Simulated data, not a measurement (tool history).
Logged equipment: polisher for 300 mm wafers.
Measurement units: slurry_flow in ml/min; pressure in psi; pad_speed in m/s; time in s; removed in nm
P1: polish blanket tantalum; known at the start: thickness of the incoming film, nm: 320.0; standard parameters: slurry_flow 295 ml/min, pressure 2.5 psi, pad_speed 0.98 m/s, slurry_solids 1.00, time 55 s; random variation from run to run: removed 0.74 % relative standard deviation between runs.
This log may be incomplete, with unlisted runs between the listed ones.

run	hour	slurry_flow	pressure	pad_speed	slurry_solids	time	wafers polished on this pad	hours since the slurry nozzle was cleaned	hours since the head pressure was calibrated	hours since the slurry blender was calibrated	removed
1	8.7	295	2.5	0.98	1.00	55	508	245.5	265.5	234.8	112.800
2	14.3	295	2.5	0.98	1.00	69	583	251.1	271.1	240.4	142.760
3	26.6	450	2.5	0.98	1.00	55	748	263.4	283.4	252.7	116.660
# hour 33.0: head pressure recalibrated
4	34.5	295	2.5	0.98	1.00	55	854	271.3	1.5	260.6	114.210
5	43.6	455	2.5	1.26	1.00	55	976	280.4	10.6	269.7	147.720
6	52.6	295	2.5	0.98	0.65	55	1096	289.4	19.6	278.7	98.306
7	60.8	295	2.5	0.98	1.00	55	1206	297.6	27.8	286.9	112.650
8	67.6	295	2.5	0.98	1.00	55	1298	304.4	34.6	293.7	112.450
9	74.1	295	2.5	1.46	1.00	55	1385	310.9	41.1	300.2	167.410
10	79.8	295	2.5	0.98	1.35	55	1461	316.6	46.8	305.9	122.110
11	87.5	295	2.5	0.98	1.00	55	1564	324.3	54.5	313.6	111.700
12	99.3	295	3.8	0.98	1.00	55	1723	336.1	66.3	325.4	172.390
13	108.8	295	2.5	0.44	1.00	55	1850	345.6	75.8	334.9	50.827
14	116.6	175	2.5	0.98	1.00	55	1955	353.4	83.6	342.7	105.410
15	128.5	295	1.2	0.98	1.00	55	2114	365.3	95.5	354.6	54.544
16	138.5	295	2.5	0.98	1.00	39	2248	375.3	105.5	364.6	79.734
17	150.0	295	2.5	0.98	1.00	55	2403	386.8	117.0	376.1	113.480
18	162.3	295	2.5	0.98	1.00	55	2568	399.1	129.3	388.4	108.700
19	168.1	295	2.5	0.98	1.00	55	2645	404.9	135.1	394.2	108.320
20	177.3	295	2.5	0.98	1.00	55	2769	414.1	144.3	403.4	106.210
21	186.6	295	2.5	0.98	1.00	55	2894	423.4	153.6	412.7	104.350
# hour 187.0: slurry nozzle cleaned
# hour 193.5: head pressure recalibrated
22	196.4	295	2.5	0.98	1.00	55	3025	9.5	3.0	422.5	104.040
23	205.6	295	2.5	0.98	1.00	55	3148	18.7	12.2	431.7	103.520
24	212.1	295	2.5	0.98	1.00	55	3235	25.2	18.7	438.2	103.080
25	220.1	295	2.5	0.98	1.00	55	3343	33.2	26.7	446.2	102.610
26	232.2	295	2.5	0.98	1.00	55	3505	45.3	38.8	458.3	102.470
27	243.1	295	2.5	0.98	1.00	55	3651	56.2	49.7	469.2	102.790
28	252.5	295	2.5	0.98	1.00	55	3777	65.6	59.1	478.6	104.600

P1 no longer gives what it gave before; its output has crept away from where it was. The following 2 causes, each at its listed size, fit the log equally well:
A: abrasive missing from the slurry, % = 26.3
B: removal rate lost through wear of the pad, % = 9.27
Creep in the process output first set in at about hour 150.0.
What rules out each remaining cause:
slurry flow missing at the pad, %: serviced at hour 187.0, which brought nothing back
head's pressure below its setpoint, %: serviced at hour 193.5, which brought nothing back

Of the 4 check runs below, each run on 3 wafers with the results averaged and each result still a question mark, which one would tell the listed causes apart?
check 1	261.9	295	2.5	0.98	1.00	42					?
check 2	261.9	295	2.5	0.70	0.65	55					?
check 3	261.9	295	3.2	0.98	1.00	55					?
check 4	261.9	295	2.5	1.24	1.00	55					?

Check results expected under each cause:
check	result	if A	if B
check 1	removed	78.247	78.232
check 2	removed	61.534	63.419
check 3	removed	131.160	131.130
check 4	removed	129.650	129.630
Per-check spread between the two closest causes, in the result where they differ most: check 1 0.02 %; check 2 3.02 %; check 3 0.02 %; check 4 0.02 %
Check 2 is the one run that separates the causes; every other check would come out nearly the same whichever cause is at work.

With check 2 done, the readings were: removed 63.049 nm. Identify which of the listed causes applies.

It was cause B: removal rate lost through wear of the pad, %.

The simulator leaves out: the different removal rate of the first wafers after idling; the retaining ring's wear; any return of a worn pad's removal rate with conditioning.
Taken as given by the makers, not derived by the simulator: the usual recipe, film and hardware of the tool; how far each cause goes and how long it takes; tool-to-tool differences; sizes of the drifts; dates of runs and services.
